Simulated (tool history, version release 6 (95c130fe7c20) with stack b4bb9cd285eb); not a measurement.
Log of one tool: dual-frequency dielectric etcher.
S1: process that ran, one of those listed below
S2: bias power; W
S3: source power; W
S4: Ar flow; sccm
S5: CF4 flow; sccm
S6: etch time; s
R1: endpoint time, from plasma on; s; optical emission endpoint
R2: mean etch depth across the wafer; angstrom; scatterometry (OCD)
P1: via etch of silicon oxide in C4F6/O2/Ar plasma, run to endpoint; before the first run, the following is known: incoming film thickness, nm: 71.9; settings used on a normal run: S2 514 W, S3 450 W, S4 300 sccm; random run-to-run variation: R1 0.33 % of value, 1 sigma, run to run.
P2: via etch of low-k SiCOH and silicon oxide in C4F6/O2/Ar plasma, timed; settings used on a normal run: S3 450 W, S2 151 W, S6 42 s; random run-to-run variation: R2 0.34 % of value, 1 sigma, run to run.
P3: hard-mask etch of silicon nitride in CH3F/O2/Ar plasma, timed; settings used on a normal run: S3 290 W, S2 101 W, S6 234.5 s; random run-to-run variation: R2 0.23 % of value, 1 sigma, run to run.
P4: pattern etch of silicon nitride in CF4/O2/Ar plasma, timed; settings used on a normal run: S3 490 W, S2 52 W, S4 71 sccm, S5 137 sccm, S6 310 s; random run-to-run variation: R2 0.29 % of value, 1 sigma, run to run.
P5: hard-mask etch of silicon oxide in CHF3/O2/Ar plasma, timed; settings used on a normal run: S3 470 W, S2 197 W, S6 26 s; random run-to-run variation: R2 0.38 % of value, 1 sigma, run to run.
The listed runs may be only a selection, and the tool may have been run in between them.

Run 1, day 0.508: S1 P1, S2 514 W, S3 450 W, S4 300 sccm. Result: R1 14.847 s.
Run 2, day 1.012: S1 P1, S2 514 W, S3 450 W, S4 197 sccm. Result: R1 14.136 s.
Run 3, day 1.554: S1 P4, S2 52 W, S3 490 W, S4 71 sccm, S5 137 sccm, S6 310 s. Result: R2 6216.1 angstrom.
Run 4, day 2.088: S1 P4, S2 71 W, S3 490 W, S4 71 sccm, S5 137 sccm, S6 310 s. Result: R2 6955.1 angstrom.
Run 5, day 2.571: S1 P3, S2 101 W, S3 290 W, S6 234.5 s. Result: R2 1674.9 angstrom.
Run 6, day 2.879: S1 P3, S2 101 W, S3 290 W, S6 167 s. Result: R2 1191.3 angstrom.
Run 7, day 3.529: S1 P2, S2 105 W, S3 450 W, S6 42 s. Result: R2 874 angstrom.
Run 8, day 3.979: S1 P2, S2 151 W, S3 450 W, S6 29.5 s. Result: R2 683.66 angstrom.
Run 9, day 4.479: S1 P1, S2 514 W, S3 450 W, S4 300 sccm. Result: R1 14.78 s.
Run 10, day 4.833: S1 P2, S2 151 W, S3 310 W, S6 42 s. Result: R2 842.21 angstrom.
Run 11, day 5.4: S1 P3, S2 101 W, S3 290 W, S6 234.5 s. Result: R2 1667.3 angstrom.
Run 12, day 5.917: S1 P2, S2 151 W, S3 450 W, S6 42 s. Result: R2 973.73 angstrom.
Run 13, day 6.254: S1 P5, S2 197 W, S3 580 W, S6 26 s. Result: R2 507.59 angstrom.
Run 14, day 6.817: S1 P1, S2 514 W, S3 550 W, S4 300 sccm. Result: R1 13.779 s.
At day 6.888: Ar flow controller replaced.
Run 15, day 7.283: S1 P4, S2 52 W, S3 400 W, S4 71 sccm, S5 137 sccm, S6 310 s. Result: R2 5166.9 angstrom.
Run 16, day 7.925: S1 P1, S2 413 W, S3 330 W, S4 300 sccm. Result: R1 17.994 s.
Run 17, day 8.242: S1 P1, S2 514 W, S3 450 W, S4 300 sccm. Result: R1 14.809 s.
Run 18, day 8.908: S1 P1, S2 514 W, S3 450 W, S4 300 sccm. Result: R1 14.819 s.
Run 19, day 9.433: S1 P1, S2 335 W, S3 450 W, S4 300 sccm. Result: R1 17.175 s.
Run 20, day 9.854: S1 P4, S2 52 W, S3 490 W, S4 90 sccm, S5 137 sccm, S6 310 s. Result: R2 6071.2 angstrom.
Run 21, day 10.321: S1 P4, S2 52 W, S3 490 W, S4 71 sccm, S5 185 sccm, S6 310 s. Result: R2 6357.6 angstrom.
Run 22, day 10.638: S1 P1, S2 514 W, S3 450 W, S4 420 sccm. Result: R1 15.401 s.
Run 23, day 11.162: S1 P2, S2 151 W, S3 450 W, S6 42 s. Result: R2 971.88 angstrom.
Run 24, day 11.65: S1 P3, S2 101 W, S3 220 W, S6 234.5 s. Result: R2 1508.1 angstrom.
Run 25, day 12.079: S1 P5, S2 197 W, S3 470 W, S6 14.5 s. Result: R2 262.3 angstrom.
Run 26, day 12.712: S1 P5, S2 197 W, S3 470 W, S6 26 s. Result: R2 466.96 angstrom.
Run 27, day 13.371: S1 P4, S2 52 W, S3 490 W, S4 71 sccm, S5 137 sccm, S6 438 s. Result: R2 8771.8 angstrom.
Run 28, day 13.742: S1 P1, S2 623 W, S3 370 W, S4 300 sccm. Result: R1 14.731 s.
Run 29, day 14.212: S1 P1, S2 514 W, S3 450 W, S4 300 sccm. Result: R1 14.69 s.
Run 30, day 14.767: S1 P1, S2 711 W, S3 450 W, S4 300 sccm. Result: R1 13.026 s.
Run 31, day 15.375: S1 P1, S2 514 W, S3 270 W, S4 300 sccm. Result: R1 17.949 s.
Run 32, day 15.729: S1 P5, S2 264 W, S3 470 W, S6 26 s. Result: R2 521.16 angstrom.
Run 33, day 16.321: S1 P1, S2 718 W, S3 620 W, S4 300 sccm. Result: R1 11.631 s.
Run 34, day 16.817: S1 P3, S2 138 W, S3 290 W, S6 234.5 s. Result: R2 1888.3 angstrom.
Run 35, day 17.442: S1 P1, S2 514 W, S3 450 W, S4 300 sccm. Result: R1 14.773 s.
Run 36, day 18.062: S1 P1, S2 514 W, S3 450 W, S4 300 sccm. Result: R1 14.725 s.
Run 37, day 18.658: S1 P1, S2 514 W, S3 450 W, S4 300 sccm. Result: R1 14.628 s.
Run 38, day 19.254: S1 P1, S2 514 W, S3 450 W, S4 300 sccm. Result: R1 14.543 s.
Run 39, day 19.633: S1 P1, S2 514 W, S3 450 W, S4 300 sccm. Result: R1 14.615 s.
At day 19.954: Ar flow controller replaced.
Run 40, day 20.012: S1 P1, S2 514 W, S3 450 W, S4 300 sccm. Result: R1 14.576 s.
Run 41, day 20.608: S1 P1, S2 514 W, S3 450 W, S4 300 sccm. Result: R1 14.534 s.
At day 20.679: wet clean of the chamber.
Run 42, day 21.25: S1 P1, S2 514 W, S3 450 W, S4 300 sccm. Result: R1 14.495 s.
Run 43, day 21.804: S1 P1, S2 514 W, S3 450 W, S4 300 sccm. Result: R1 14.542 s.
Run 44, day 22.279: S1 P1, S2 514 W, S3 450 W, S4 300 sccm. Result: R1 14.61 s.
Run 45, day 22.933: S1 P1, S2 514 W, S3 450 W, S4 300 sccm. Result: R1 14.55 s.

P1 has crept away from where it was. The log is fitted equally well by each of these 2 causes, at the sizes shown:
A: source power that arrives over what is set, % = 4.5
B: bias power that arrives over what is set, % = 4.44
The process output started creeping at around day 17.442.
Every other cause this tool's parts could produce, and why it does not fit the log:
chamber walls in a state that raises the etch rate, %: serviced at day 20.679, after the change had begun; the process did not return to its earlier output
Ar flow that arrives under what is set, %: serviced at day 19.954, after the change had begun; the process did not return to its earlier output

Each of the 4 check runs below uses one wafer; its results are left as question marks. Which run tells the causes apart?
Run check 1, day 23.588: S1 P4, S2 52 W, S3 490 W, S4 71 sccm, S5 137 sccm, S6 310 s. Result: R2 ?.
Run check 2, day 23.588: S1 P2, S2 151 W, S3 450 W, S6 42 s. Result: R2 ?.
Run check 3, day 23.588: S1 P3, S2 101 W, S3 290 W, S6 234.5 s. Result: R2 ?.
Run check 4, day 23.588: S1 P5, S2 197 W, S3 470 W, S6 26 s. Result: R2 ?.

Predicted outcomes, by check and by cause:
  check  result    if A    if B
check 1      R2  6448.5  6299.9
check 2      R2  992.96  988.74
check 3      R2  1694.5  1694.7
check 4      R2  476.87  476.15
Distance between the nearest two causes, measured in the result of the check that separates them most: check 1 2.33 %; check 2 0.43 %; check 3 0.01 %; check 4 0.15 %
Only check 1 tells the causes apart: in the others they would give nearly the same result.

The results of check 1 are: R2 6319.6 angstrom. Based on these, which of the listed causes is it?

It was cause B: bias power that arrives over what is set, %.

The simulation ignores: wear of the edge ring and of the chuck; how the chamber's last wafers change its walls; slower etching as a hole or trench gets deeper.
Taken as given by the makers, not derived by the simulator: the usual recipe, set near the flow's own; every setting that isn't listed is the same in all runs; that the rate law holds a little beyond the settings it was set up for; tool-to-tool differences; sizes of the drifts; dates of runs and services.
